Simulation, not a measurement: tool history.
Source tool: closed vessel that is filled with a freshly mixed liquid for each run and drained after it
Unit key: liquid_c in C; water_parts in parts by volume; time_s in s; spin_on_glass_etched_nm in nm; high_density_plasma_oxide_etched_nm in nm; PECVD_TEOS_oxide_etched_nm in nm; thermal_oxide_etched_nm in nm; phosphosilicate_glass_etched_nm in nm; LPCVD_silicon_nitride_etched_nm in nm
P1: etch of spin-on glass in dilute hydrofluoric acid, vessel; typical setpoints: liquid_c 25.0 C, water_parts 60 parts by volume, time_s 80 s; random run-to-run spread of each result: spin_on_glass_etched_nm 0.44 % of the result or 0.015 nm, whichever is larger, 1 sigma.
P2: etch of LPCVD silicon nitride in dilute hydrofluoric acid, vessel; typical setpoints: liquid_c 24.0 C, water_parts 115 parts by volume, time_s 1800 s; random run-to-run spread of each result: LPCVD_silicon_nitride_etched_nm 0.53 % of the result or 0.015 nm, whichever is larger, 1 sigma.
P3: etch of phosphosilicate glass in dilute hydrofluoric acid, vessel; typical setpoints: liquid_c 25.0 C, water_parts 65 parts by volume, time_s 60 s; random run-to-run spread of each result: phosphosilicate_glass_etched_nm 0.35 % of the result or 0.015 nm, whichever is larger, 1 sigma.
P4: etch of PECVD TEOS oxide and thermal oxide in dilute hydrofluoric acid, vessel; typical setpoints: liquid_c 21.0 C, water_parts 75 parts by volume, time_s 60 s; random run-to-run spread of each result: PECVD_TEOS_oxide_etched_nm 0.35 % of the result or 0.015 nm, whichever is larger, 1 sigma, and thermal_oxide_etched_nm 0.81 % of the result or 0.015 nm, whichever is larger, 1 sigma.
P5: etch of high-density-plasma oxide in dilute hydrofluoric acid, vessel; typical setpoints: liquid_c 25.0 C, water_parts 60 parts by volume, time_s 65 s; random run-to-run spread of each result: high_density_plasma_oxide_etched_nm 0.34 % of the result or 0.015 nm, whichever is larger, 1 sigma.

run	hour	process	liquid_c	water_parts	time_s	hours since the thermometer was replaced	hours since the hydrofluoric acid flow meter was replaced	spin_on_glass_etched_nm	high_density_plasma_oxide_etched_nm	PECVD_TEOS_oxide_etched_nm	thermal_oxide_etched_nm	phosphosilicate_glass_etched_nm	LPCVD_silicon_nitride_etched_nm
1	9.5	P1	25.0	60	80	388.7	223.2	37.081					
2	20.0	P1	25.0	30	80	399.2	233.7	78.150					
3	29.2	P5	25.0	20	65	408.4	242.9		19.3480				
4	40.8	P4	25.5	75	60	420.0	254.5			25.288	4.1147		
5	47.2	P1	32.5	60	115	426.4	260.9	71.922					
6	59.4	P3	25.0	65	100	438.6	273.1					194.05	
7	70.5	P4	21.0	75	110	449.7	284.2			38.438	6.3078		
8	79.9	P1	25.0	60	80	459.1	293.6	37.465					
9	92.7	P1	25.0	60	80	471.9	306.4	37.294					
10	105.2	P1	25.0	60	80	484.4	318.9	37.374					
11	118.3	P5	25.0	60	65	497.5	332.0		6.0704				
12	128.6	P1	31.5	80	80	507.8	342.3	35.095					
13	139.7	P1	25.0	60	80	518.9	353.4	37.363					
# hour 144.2: hydrofluoric acid flow meter replaced
14	146.3	P5	25.0	60	65	525.5	2.1		6.0533				
15	153.7	P5	30.5	60	65	532.9	9.5		7.5190				
16	162.5	P3	25.0	65	60	541.7	18.3					116.67	
17	173.2	P3	29.0	65	60	552.4	29.0					137.06	
18	186.6	P2	24.0	115	1800	565.8	42.4						7.6438
19	198.2	P3	25.0	65	60	577.4	54.0					115.94	
20	205.3	P1	25.0	105	80	584.5	61.1	20.038					
# hour 212.2: thermometer replaced
21	212.2	P1	25.0	60	140	0.1	68.0	65.693					
22	219.0	P4	21.0	30	60	6.9	74.8			55.683	9.0027		
23	230.0	P1	33.0	60	80	17.9	85.8	51.196					
24	239.5	P2	19.0	115	1800	27.4	95.3						5.4953
25	251.7	P1	25.0	60	80	39.6	107.5	37.388					
26	259.3	P4	21.0	75	60	47.2	115.1			20.987	3.4608		
27	268.6	P3	25.0	25	60	56.5	124.4					320.89	
28	279.9	P5	25.0	60	35	67.8	135.7		3.2952				
29	293.4	P2	24.0	115	820	81.3	149.2						3.5204
30	299.8	P1	18.0	60	110	87.7	155.6	38.564					
31	311.3	P1	17.5	60	80	99.2	167.1	27.309					
32	318.5	P1	25.0	60	45	106.4	174.3	21.111					
33	332.3	P2	24.0	160	1800	120.2	188.1						5.5035
34	345.4	P1	25.0	60	80	133.3	201.2	37.322					
35	353.6	P1	25.0	60	80	141.5	209.4	38.168					
36	366.8	P1	25.0	60	80	154.7	222.6	39.260					
37	380.6	P1	25.0	60	80	168.5	236.4	40.100					
38	392.7	P1	25.0	60	80	180.6	248.5	39.966					
39	405.0	P1	25.0	60	80	192.9	260.8	40.054					
40	413.7	P1	25.0	60	80	201.6	269.5	40.263					
41	421.6	P1	25.0	60	80	209.5	277.4	40.473					
42	428.3	P1	25.0	60	80	216.2	284.1	39.973					

P1 no longer gives what it gave before; its output has crept away from where it was. The following 2 causes, each at its listed size, fit the log equally well:
A: liquid hotter than its thermometer reads (K) = 1.84
B: hydrofluoric acid flow above the setpoint (%) = 7.1
The gradual shift began around hour 345.4.

The check runs listed below each take one wafer, and their results are still question marks. Under which run would the listed causes lead to clearly different results?
check 1	435.0	P4	21.0	75	60					?	?		
check 2	435.0	P3	25.0	65	60							?	
check 3	435.0	P2	24.0	115	1800								?
check 4	435.0	P5	25.0	60	65				?				

Outcome of each check run for each possible cause:
check	result	if A	if B
check 1	PECVD_TEOS_oxide_etched_nm	22.675	22.650
check 1	thermal_oxide_etched_nm	3.6965	3.6924
check 2	phosphosilicate_glass_etched_nm	125.48	125.57
check 3	LPCVD_silicon_nitride_etched_nm	8.6461	8.2095
check 4	high_density_plasma_oxide_etched_nm	6.5377	6.5379
How far apart the two closest causes lie, in the result that separates them most: check 1 0.11 %; check 2 0.07 %; check 3 5.18 %; check 4 0 %
The causes can be told apart only by check 3. The other checks would give nearly the same results under each of them.

The results of check 3 are: LPCVD_silicon_nitride_etched_nm 8.6808 nm. Based on these, which of the listed causes is it?

A is the cause: liquid hotter than its thermometer reads (K).
